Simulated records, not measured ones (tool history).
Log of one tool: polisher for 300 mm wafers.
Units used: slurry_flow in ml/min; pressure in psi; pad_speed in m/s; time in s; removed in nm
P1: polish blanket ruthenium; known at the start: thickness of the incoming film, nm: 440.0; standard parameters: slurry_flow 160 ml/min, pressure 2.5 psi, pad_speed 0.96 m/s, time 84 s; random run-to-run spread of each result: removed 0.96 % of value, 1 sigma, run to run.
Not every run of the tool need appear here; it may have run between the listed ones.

run	hour	slurry_flow	pressure	pad_speed	time	removed
1	11.2	160	2.5	0.96	84	88.472
2	19.2	160	2.5	0.62	84	57.886
3	32.2	160	2.5	0.96	84	90.048
4	39	160	2.5	1.46	84	136.75
5	45.7	160	2.5	0.96	60	64.021
6	55.5	125	2.5	1.24	84	110.81
7	66.7	160	2.5	0.96	132	140.27
8	74.8	160	2.5	0.96	84	89.285
9	83.3	95	2.5	0.96	84	81.056
# hour 87.9: slurry nozzle cleaned
10	94.8	160	2.5	0.96	84	90.187
11	105.2	235	3.6	0.96	84	136.09
12	112.6	160	3.6	0.96	84	127.49
13	121.8	250	2.5	0.96	84	93.627
14	132.8	160	2.5	0.96	84	89.791
15	145.4	160	1.8	0.96	84	65.339
16	154.9	225	1.9	0.96	84	70.715
17	162.5	160	2.5	0.96	84	89.096
18	175.5	160	2.5	0.96	84	87.145
19	182.1	160	2.5	0.96	84	84.476
20	192.1	160	2.5	0.96	84	84.467
21	205.4	160	2.5	0.96	84	82.119
22	217.5	160	2.5	0.96	84	81.356
23	228.3	160	2.5	0.96	84	81.789
# hour 229.1: worn pad replaced by a new one
24	235.8	160	2.5	0.96	84	82.098
25	244.6	160	2.5	0.96	84	82.408
26	258	160	2.5	0.96	84	80.366
27	264.1	160	2.5	0.96	84	82.791
28	271.9	160	2.5	0.96	84	80.755

Compared with where it was, what P1 gives has crept away. Each cause listed below fits the log as well as the rest, at the size given for it:
A: head's pressure below its setpoint, % = 8.84
B: slurry flow missing at the pad, % = 36.9
The drift started at roughly hour 162.5.
Every other cause this tool's parts could produce, and why it does not fit the log:
removal rate lost through wear of the pad, %: serviced after onset, at hour 229.1, with no recovery of the prior output

Of the 4 check runs below, each run on 2 wafers with the results averaged and each result still a question mark, which one would tell the listed causes apart?
check 1	279.7	160	3.6	0.96	84	?
check 2	279.7	160	3	0.76	84	?
check 3	279.7	95	2.5	0.96	129	?
check 4	279.7	160	2.5	1.16	84	?

What each check would give under each cause:
check	result	if A	if B
check 1	removed	117.77	117.78
check 2	removed	77.694	77.703
check 3	removed	112.76	106.9
check 4	removed	98.822	98.832
Smallest distance between any two causes, each pair judged by its most separating result, in per cent: check 1 0.01 %; check 2 0.01 %; check 3 5.34 %; check 4 0.01 %
The other checks would show nearly matching results whichever cause is true, so check 3 is the only one that separates the causes.

Check 3 was then run and gave: removed 112.45 nm. Which cause is it?

It was cause A: head's pressure below its setpoint, %.

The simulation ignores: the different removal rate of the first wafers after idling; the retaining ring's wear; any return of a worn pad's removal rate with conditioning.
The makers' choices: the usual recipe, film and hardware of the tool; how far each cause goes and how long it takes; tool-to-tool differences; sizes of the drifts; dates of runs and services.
